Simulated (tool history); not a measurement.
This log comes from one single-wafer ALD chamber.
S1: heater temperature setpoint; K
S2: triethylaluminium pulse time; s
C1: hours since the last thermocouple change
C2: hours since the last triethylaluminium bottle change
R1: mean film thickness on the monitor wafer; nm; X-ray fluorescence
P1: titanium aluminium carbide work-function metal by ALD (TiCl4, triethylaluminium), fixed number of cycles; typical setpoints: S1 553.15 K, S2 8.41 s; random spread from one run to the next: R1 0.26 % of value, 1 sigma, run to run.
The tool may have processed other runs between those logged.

run   hour      S1     S2     C1     C2      R1
  1    6.9  553.15   8.41  185.6  220.1  1.8204
      12.2  -- triethylaluminium bottle replaced
  2   12.7  553.15   8.41  191.4    0.6  1.8190
      17.8  -- thermocouple changed; heater temperature recalibrated
  3   19.1  553.15  13.25    1.4    7.0  1.9015
  4   30.4  565.15  11.49   12.7   18.3  2.0061
  5   40.2  563.15   4.01   22.5   28.1  1.5161
  6   46.5  577.15   8.41   28.8   34.4  2.0311
  7   55.0  528.15   8.41   37.3   42.9  1.6118
  8   62.5  553.15   8.41   44.8   50.4  1.8199
  9   70.0  553.15   8.41   52.3   57.9  1.8265
 10   80.1  553.15   3.25   62.4   68.0  1.3028
 11   87.6  566.15  10.97   69.9   75.5  2.0007
 12   98.1  553.15   8.41   80.4   86.0  1.8276
 13  110.6  553.15   8.41   92.9   98.5  1.8094
 14  120.6  553.15   8.41  102.9  108.5  1.8096
 15  130.2  553.15   8.41  112.5  118.1  1.7919

Expected results for the next run?
 16  139.4  553.15  8.41  121.7  127.3   ?

R1: 1.7872 nm
